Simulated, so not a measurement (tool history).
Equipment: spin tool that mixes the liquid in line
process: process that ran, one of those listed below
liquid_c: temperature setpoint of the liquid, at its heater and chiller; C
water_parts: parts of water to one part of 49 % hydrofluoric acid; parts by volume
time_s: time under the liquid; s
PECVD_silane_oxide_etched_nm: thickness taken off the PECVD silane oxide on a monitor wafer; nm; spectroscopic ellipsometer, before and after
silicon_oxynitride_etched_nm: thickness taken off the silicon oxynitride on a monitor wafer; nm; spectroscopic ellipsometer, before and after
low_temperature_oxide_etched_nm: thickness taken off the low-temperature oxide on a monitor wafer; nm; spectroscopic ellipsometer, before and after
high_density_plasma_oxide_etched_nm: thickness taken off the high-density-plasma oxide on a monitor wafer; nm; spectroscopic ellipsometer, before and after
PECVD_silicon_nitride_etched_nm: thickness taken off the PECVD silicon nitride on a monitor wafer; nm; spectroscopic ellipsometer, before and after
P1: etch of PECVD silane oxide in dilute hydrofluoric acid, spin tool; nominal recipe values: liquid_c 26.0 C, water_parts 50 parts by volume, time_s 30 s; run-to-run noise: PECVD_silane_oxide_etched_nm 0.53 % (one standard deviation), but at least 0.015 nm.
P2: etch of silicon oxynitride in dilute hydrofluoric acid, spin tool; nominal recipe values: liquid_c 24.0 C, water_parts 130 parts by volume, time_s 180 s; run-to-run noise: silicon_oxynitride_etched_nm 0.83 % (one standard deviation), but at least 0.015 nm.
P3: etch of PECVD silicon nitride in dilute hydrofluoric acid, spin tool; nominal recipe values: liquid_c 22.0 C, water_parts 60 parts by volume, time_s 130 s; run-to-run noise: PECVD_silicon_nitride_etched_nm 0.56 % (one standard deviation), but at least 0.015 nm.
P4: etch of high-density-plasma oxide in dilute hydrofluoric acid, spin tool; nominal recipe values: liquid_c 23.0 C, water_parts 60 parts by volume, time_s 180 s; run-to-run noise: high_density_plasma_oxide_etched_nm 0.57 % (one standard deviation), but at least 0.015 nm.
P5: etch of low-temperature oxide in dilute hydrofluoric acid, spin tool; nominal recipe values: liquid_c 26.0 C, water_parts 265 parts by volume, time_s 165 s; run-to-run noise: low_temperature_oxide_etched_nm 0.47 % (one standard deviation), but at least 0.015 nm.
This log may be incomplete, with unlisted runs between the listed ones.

| run | hour | process | liquid_c | water_parts | time_s | PECVD_silane_oxide_etched_nm | silicon_oxynitride_etched_nm | low_temperature_oxide_etched_nm | high_density_plasma_oxide_etched_nm | PECVD_silicon_nitride_etched_nm |
|---|---|---|---|---|---|---|---|---|---|---|
| 1 | 9.4 | P1 | 26.0 | 50 | 30 | 11.0220 |  |  |  |  |
| 2 | 26.7 | P2 | 24.0 | 220 | 180 |  | 1.61200 |  |  |  |
| 3 | 36.1 | P5 | 26.0 | 120 | 165 |  |  | 26.314 |  |  |
| 4 | 45.8 | P1 | 32.0 | 50 | 60 | 28.3650 |  |  |  |  |
|  | 51.3 | hydrofluoric acid flow meter replaced |
| 5 | 62.6 | P1 | 26.0 | 50 | 30 | 11.1590 |  |  |  |  |
| 6 | 70.6 | P1 | 26.0 | 50 | 30 | 11.2220 |  |  |  |  |
| 7 | 86.3 | P2 | 24.0 | 130 | 180 |  | 2.90530 |  |  |  |
| 8 | 95.7 | P1 | 32.0 | 50 | 30 | 14.1940 |  |  |  |  |
| 9 | 109.2 | P1 | 26.0 | 50 | 30 | 11.1480 |  |  |  |  |
| 10 | 120.7 | P4 | 23.0 | 60 | 180 |  |  |  | 16.946 |  |
| 11 | 129.8 | P5 | 31.5 | 265 | 165 |  |  | 12.274 |  |  |
| 12 | 138.1 | P1 | 26.0 | 50 | 15 | 5.6160 |  |  |  |  |
| 13 | 146.1 | P1 | 26.0 | 90 | 30 | 5.8632 |  |  |  |  |
| 14 | 160.7 | P1 | 26.0 | 50 | 55 | 20.4420 |  |  |  |  |
| 15 | 177.8 | P1 | 30.0 | 75 | 30 | 8.3679 |  |  |  |  |
| 16 | 195.8 | P1 | 26.0 | 20 | 30 | 28.9380 |  |  |  |  |
| 17 | 210.8 | P1 | 30.0 | 50 | 45 | 19.7560 |  |  |  |  |
| 18 | 228.3 | P2 | 24.0 | 130 | 15 |  | 0.27347 |  |  |  |
| 19 | 238.4 | P2 | 17.0 | 130 | 180 |  | 2.09520 |  |  |  |
| 20 | 252.2 | P2 | 24.0 | 130 | 180 |  | 2.92890 |  |  |  |
| 21 | 268.0 | P4 | 23.0 | 60 | 340 |  |  |  | 32.055 |  |
| 22 | 284.8 | P3 | 22.0 | 60 | 130 |  |  |  |  | 10.5950 |
| 23 | 297.0 | P4 | 27.5 | 60 | 180 |  |  |  | 20.322 |  |
| 24 | 311.0 | P1 | 20.5 | 50 | 30 | 8.8363 |  |  |  |  |
| 25 | 328.3 | P4 | 23.0 | 30 | 180 |  |  |  | 35.169 |  |
| 26 | 338.2 | P3 | 30.0 | 60 | 130 |  |  |  |  | 17.9320 |
| 27 | 349.3 | P5 | 26.0 | 265 | 165 |  |  | 10.185 |  |  |
| 28 | 364.0 | P1 | 26.0 | 50 | 30 | 11.1760 |  |  |  |  |
| 29 | 376.3 | P5 | 26.0 | 265 | 320 |  |  | 19.716 |  |  |
| 30 | 393.7 | P3 | 22.0 | 60 | 130 |  |  |  |  | 10.6930 |
| 31 | 411.7 | P3 | 22.0 | 35 | 130 |  |  |  |  | 17.8670 |
| 32 | 429.7 | P3 | 22.0 | 60 | 60 |  |  |  |  | 4.9124 |
| 33 | 446.2 | P1 | 26.0 | 50 | 30 | 11.0640 |  |  |  |  |
| 34 | 460.4 | P1 | 26.0 | 50 | 30 | 10.8830 |  |  |  |  |
| 35 | 477.9 | P1 | 26.0 | 50 | 30 | 10.6330 |  |  |  |  |
| 36 | 488.2 | P1 | 26.0 | 50 | 30 | 10.5560 |  |  |  |  |
| 37 | 497.8 | P1 | 26.0 | 50 | 30 | 10.5270 |  |  |  |  |
| 38 | 508.4 | P1 | 26.0 | 50 | 30 | 10.4930 |  |  |  |  |
| 39 | 520.7 | P1 | 26.0 | 50 | 30 | 10.5780 |  |  |  |  |
| 40 | 528.9 | P1 | 26.0 | 50 | 30 | 10.4410 |  |  |  |  |
| 41 | 539.4 | P1 | 26.0 | 50 | 30 | 10.4160 |  |  |  |  |
| 42 | 548.3 | P1 | 26.0 | 50 | 30 | 10.4490 |  |  |  |  |

What P1 gives has crept off from where it sat before. The 2 causes that follow fit the log equally well, each at the size noted:
A: liquid colder than its thermometer reads (K) = 1.64
B: hydrofluoric acid flow below the setpoint (%) = 6.04
The onset of the drift is placed at about hour 446.2.

The check runs listed below each take one wafer, and their results are still question marks. Under which run would the listed causes lead to clearly different results?
| check 1 | 557.2 | P2 | 17.0 | 205 | 180 |  | ? |  |  |  |
| check 2 | 557.2 | P3 | 30.0 | 40 | 130 |  |  |  |  | ? |
| check 3 | 557.2 | P5 | 26.0 | 125 | 320 |  |  | ? |  |  |
| check 4 | 557.2 | P4 | 23.0 | 40 | 180 |  |  |  | ? |  |

How each check would come out, cause by cause:
| check | result | if A | if B |
|---|---|---|---|
| check 1 | silicon_oxynitride_etched_nm | 1.16020 | 1.17070 |
| check 2 | PECVD_silicon_nitride_etched_nm | 24.2130 | 25.3470 |
| check 3 | low_temperature_oxide_etched_nm | 45.782 | 45.365 |
| check 4 | high_density_plasma_oxide_etched_nm | 24.369 | 24.451 |
How far apart the two closest causes lie, in the result that separates them most: check 1 0.9 %; check 2 4.58 %; check 3 0.92 %; check 4 0.34 %
Only in check 2 would the causes give clearly different results; in the remaining checks their results would be nearly the same.

After running check 2, the following was obtained: PECVD_silicon_nitride_etched_nm 25.1560 nm. Which cause does this point to?

It was cause B: hydrofluoric acid flow below the setpoint (%).
